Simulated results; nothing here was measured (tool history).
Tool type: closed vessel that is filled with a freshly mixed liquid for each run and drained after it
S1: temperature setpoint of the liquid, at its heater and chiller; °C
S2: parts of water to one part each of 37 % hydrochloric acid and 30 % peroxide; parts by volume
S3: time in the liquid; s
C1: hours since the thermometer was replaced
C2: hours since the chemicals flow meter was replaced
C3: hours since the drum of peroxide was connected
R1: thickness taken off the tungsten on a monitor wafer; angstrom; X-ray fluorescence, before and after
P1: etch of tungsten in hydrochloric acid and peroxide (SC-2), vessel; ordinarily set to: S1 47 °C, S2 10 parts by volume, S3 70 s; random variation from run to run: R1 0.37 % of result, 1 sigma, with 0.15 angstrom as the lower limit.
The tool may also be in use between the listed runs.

run   hour    S1  S2   S3     C1     C2     C3      R1
  1     10    47  10   70    711  411.7  207.5  158.34
  2   17.8  57.5  10   70  718.8  419.5  215.3   314.7
  3   27.4    47  10  125  728.4  429.1  224.9  281.44
  4   38.5    59  10  125  739.5  440.2    236  617.85
      42.6  -- thermometer replaced
  5   46.1    47  10   70    3.6  447.8  243.6   158.1
  6     54    47  18   70   11.5  455.7  251.5  94.735
  7   62.6    47  10   70   20.1  464.3  260.1  158.23
  8     69    47  10   70   26.5  470.7  266.5  158.18
  9   76.9  59.5  10   30   34.4  478.6  274.4  152.54
 10   84.1    47  10   30   41.6  485.8  281.6  67.938
 11   93.7    35  10   70   51.2  495.4  291.2  67.727
 12  102.2    47  10   70   59.7  503.9  299.7  158.43
 13  111.7    47  10   70   69.2  513.4  309.2  157.26

For run 14, what comes out?
 14  118.6  47   4  70  76.1  520.3  316.1   ?

R1: 315.76 angstrom

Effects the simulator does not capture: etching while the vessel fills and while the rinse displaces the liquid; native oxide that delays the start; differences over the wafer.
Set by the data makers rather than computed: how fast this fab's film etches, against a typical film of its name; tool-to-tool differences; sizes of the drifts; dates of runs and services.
